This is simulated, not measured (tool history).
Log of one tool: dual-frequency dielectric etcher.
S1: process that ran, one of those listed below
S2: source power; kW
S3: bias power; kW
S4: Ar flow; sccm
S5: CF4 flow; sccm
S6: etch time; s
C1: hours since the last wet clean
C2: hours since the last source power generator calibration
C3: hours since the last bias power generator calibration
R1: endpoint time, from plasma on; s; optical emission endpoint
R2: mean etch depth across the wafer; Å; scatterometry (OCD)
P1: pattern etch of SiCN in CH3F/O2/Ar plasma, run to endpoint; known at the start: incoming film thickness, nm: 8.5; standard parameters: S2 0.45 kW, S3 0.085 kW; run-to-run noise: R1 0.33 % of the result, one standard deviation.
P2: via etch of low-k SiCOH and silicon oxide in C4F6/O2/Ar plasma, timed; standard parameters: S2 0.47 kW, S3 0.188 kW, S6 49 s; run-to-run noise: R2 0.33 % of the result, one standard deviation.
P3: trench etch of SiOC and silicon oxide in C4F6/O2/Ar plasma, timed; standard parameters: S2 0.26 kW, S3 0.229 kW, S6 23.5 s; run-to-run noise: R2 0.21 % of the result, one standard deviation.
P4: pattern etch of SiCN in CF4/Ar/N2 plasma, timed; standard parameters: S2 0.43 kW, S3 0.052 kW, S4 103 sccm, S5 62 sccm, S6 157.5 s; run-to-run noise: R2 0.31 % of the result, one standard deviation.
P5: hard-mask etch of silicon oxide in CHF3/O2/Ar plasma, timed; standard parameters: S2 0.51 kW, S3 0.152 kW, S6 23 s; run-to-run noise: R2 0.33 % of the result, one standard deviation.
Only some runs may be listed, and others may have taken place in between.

run   hour  S1    S2     S3   S4  S5     S6     C1     C2     C3      R1      R2
  1    5.2  P1  0.45  0.085                   67.8  467.1  469.4  20.408
  2     11  P4  0.43  0.052  103  48  157.5   73.6  472.9  475.2          1104.5
  3   16.7  P1  0.45  0.085                   79.3  478.6  480.9  20.453
  4   22.9  P4  0.43  0.052  146  62  157.5   85.5  484.8  487.1          1085.8
  5   27.4  P4  0.43  0.038  103  62  157.5     90  489.3  491.6          1044.4
  6   32.3  P3  0.26  0.229            23.5   94.9  494.2  496.5          423.28
  7   40.9  P5  0.51  0.204              23  103.5  502.8  505.1          459.14
  8     49  P4  0.43  0.052  103  62  157.5  111.6  510.9  513.2          1155.6
  9   56.8  P3  0.26  0.293            23.5  119.4  518.7    521          459.61
 10   60.6  P2  0.47  0.188              49  123.2  522.5  524.8          1550.9
 11   67.1  P3  0.26  0.229              34  129.7    529  531.3          609.79
 12   75.1  P1  0.45  0.085                  137.7    537  539.3  20.438
 13   83.6  P1  0.45  0.085                  146.2  545.5  547.8  20.511
 14   89.6  P1  0.45  0.116                  152.2  551.5  553.8  18.215
 15   98.1  P1  0.57    0.1                  160.7    560  562.3  17.702
 16  102.8  P1  0.54  0.102                  165.4  564.7    567  17.784
 17  106.6  P5  0.63  0.152              23  169.2  568.5  570.8          451.79
 18  112.8  P3  0.31  0.229            23.5  175.4  574.7    577          450.13
 19  119.7  P1  0.45  0.085                  182.3  581.6  583.9  20.522
 20  127.8  P1  0.35  0.085                  190.4  589.7    592  22.545
 21  132.3  P2  0.47  0.233              49  194.9  594.2  596.5          1660.6
 22  136.5  P1  0.36  0.104                  199.1  598.4  600.7  20.536
     140.3  -- bias power generator calibrated
 23  141.3  P4  0.34  0.052  103  62  157.5  203.9  603.2    1.1          942.36
 24  147.2  P1  0.45  0.069                  209.8  609.1      7  21.969
 25  155.4  P4  0.43  0.052  103  62  196.5    218  617.3   15.2          1441.2

Run 26 is up next; what results do you expect?
 26  161.3  P2  0.47  0.188          49  223.9  623.2  21.1       ?

R2: 1546.2 Å
